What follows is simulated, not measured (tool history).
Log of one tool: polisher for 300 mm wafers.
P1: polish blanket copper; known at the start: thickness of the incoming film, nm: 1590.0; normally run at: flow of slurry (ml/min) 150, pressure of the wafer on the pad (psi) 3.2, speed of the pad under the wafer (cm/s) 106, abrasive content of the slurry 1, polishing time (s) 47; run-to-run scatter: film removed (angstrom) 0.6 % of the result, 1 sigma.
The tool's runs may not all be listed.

run	day	flow of slurry (ml/min)	pressure of the wafer on the pad (psi)	speed of the pad under the wafer (cm/s)	abrasive content of the slurry	polishing time (s)	wafers polished on this pad	hours since the slurry nozzle was cleaned	hours since the head pressure was calibrated	hours since the slurry blender was calibrated	film removed (angstrom)
1	0.146	150	3.2	106	1	47	575	465.6	83.6	103.7	1622.4
2	0.296	150	3.2	106	1	47	625	469.2	87.2	107.3	1599.4
3	0.521	90	3.2	106	1	61	701	474.6	92.6	112.7	1881.6
4	0.779	150	3.2	106	1.3	26	788	480.8	98.8	118.9	941.99
5	0.917	235	3.2	106	1	47	834	484.1	102.1	122.2	1727.9
6	1.092	150	3.2	106	1	47	893	488.3	106.3	126.4	1644.9
7	1.267	150	3.2	106	1	47	951	492.5	110.5	130.6	1601.5
8	1.454	150	3.2	106	1	70	1014	497	115	135.1	2409
9	1.688	150	5	106	1	47	1093	502.6	120.6	140.7	2519.5
10	1.921	150	1.9	106	1	47	1171	508.2	126.2	146.3	963.26
11	2.112	150	3.2	106	1.45	47	1235	512.8	130.8	150.9	1742.5
12	2.283	150	3.2	48	1	47	1292	516.9	134.9	155	728.27
13	2.492	90	3.2	106	1	47	1362	521.9	139.9	160	1458.3
14	2.633	150	3.2	106	1	47	1410	525.3	143.3	163.4	1615.6
# day 2.746: slurry nozzle cleaned
15	2.875	150	3.2	106	1	23	1491	3.1	149.1	169.2	795
16	3.088	150	3.2	106	0.6	47	1562	8.2	154.2	174.3	1461.5
17	3.329	150	3.2	152	1	47	1643	14	160	180.1	2323.9
18	3.538	150	3.2	106	1	47	1713	19	165	185.1	1615.8
19	3.75	150	3.2	106	1	47	1785	24.1	170.1	190.2	1610.7
20	3.954	150	3.2	106	1	47	1853	29	175	195.1	1560.3
21	4.158	150	3.2	106	1	47	1922	33.9	179.9	200	1545.8
22	4.412	150	3.2	106	1	47	2007	40	186	206.1	1519.3
23	4.608	150	3.2	106	1	47	2073	44.7	190.7	210.8	1524
24	4.746	150	3.2	106	1	47	2119	48	194	214.1	1518.8
# day 4.925: worn pad replaced by a new one
25	4.954	150	3.2	106	1	47	10	53	199	219.1	1507.6
26	5.208	150	3.2	106	1	47	96	59.1	205.1	225.2	1524.5
# day 5.233: slurry blender recalibrated
27	5.492	150	3.2	106	1	47	191	65.9	211.9	6.3	1494
28	5.721	150	3.2	106	1	47	268	71.4	217.4	11.8	1492.8
29	5.921	150	3.2	106	1	47	335	76.2	222.2	16.6	1483.9

What P1 gives has crept away from where it was. These 2 causes fit the log equally well, each at the size given:
A: slurry flow missing at the pad, % = 32.7
B: head's pressure below its setpoint, % = 7.91
The creep began at about day 3.538.
Why every other cause is out:
removal rate lost through wear of the pad, %: serviced at day 4.925, which brought nothing back
abrasive missing from the slurry, %: serviced at day 5.233, which brought nothing back

4 check runs are offered, each on 2 wafers whose results are averaged, their results left as question marks. Which one tells the causes apart?
check 1	6.121	150	3.2	106	1.35	69					?
check 2	6.121	100	3.2	106	1	24					?
check 3	6.121	150	3.2	150	1.4	47					?
check 4	6.121	150	3.2	60	1.4	47					?

What each check would give under each cause:
check	result	if A	if B
check 1	film removed (angstrom)	2336.8	2336.6
check 2	film removed (angstrom)	675.28	699.44
check 3	film removed (angstrom)	2270.7	2270.6
check 4	film removed (angstrom)	908.29	908.23
How far apart the two closest causes lie, in the result that separates them most: check 1 0.01 %; check 2 3.52 %; check 3 0.01 %; check 4 0.01 %
Only check 2 tells the causes apart: in the others they would give nearly the same result.

Then check 2 was run and gave: film removed (angstrom) 675.32. Which cause is it?

It is A: slurry flow missing at the pad, %.
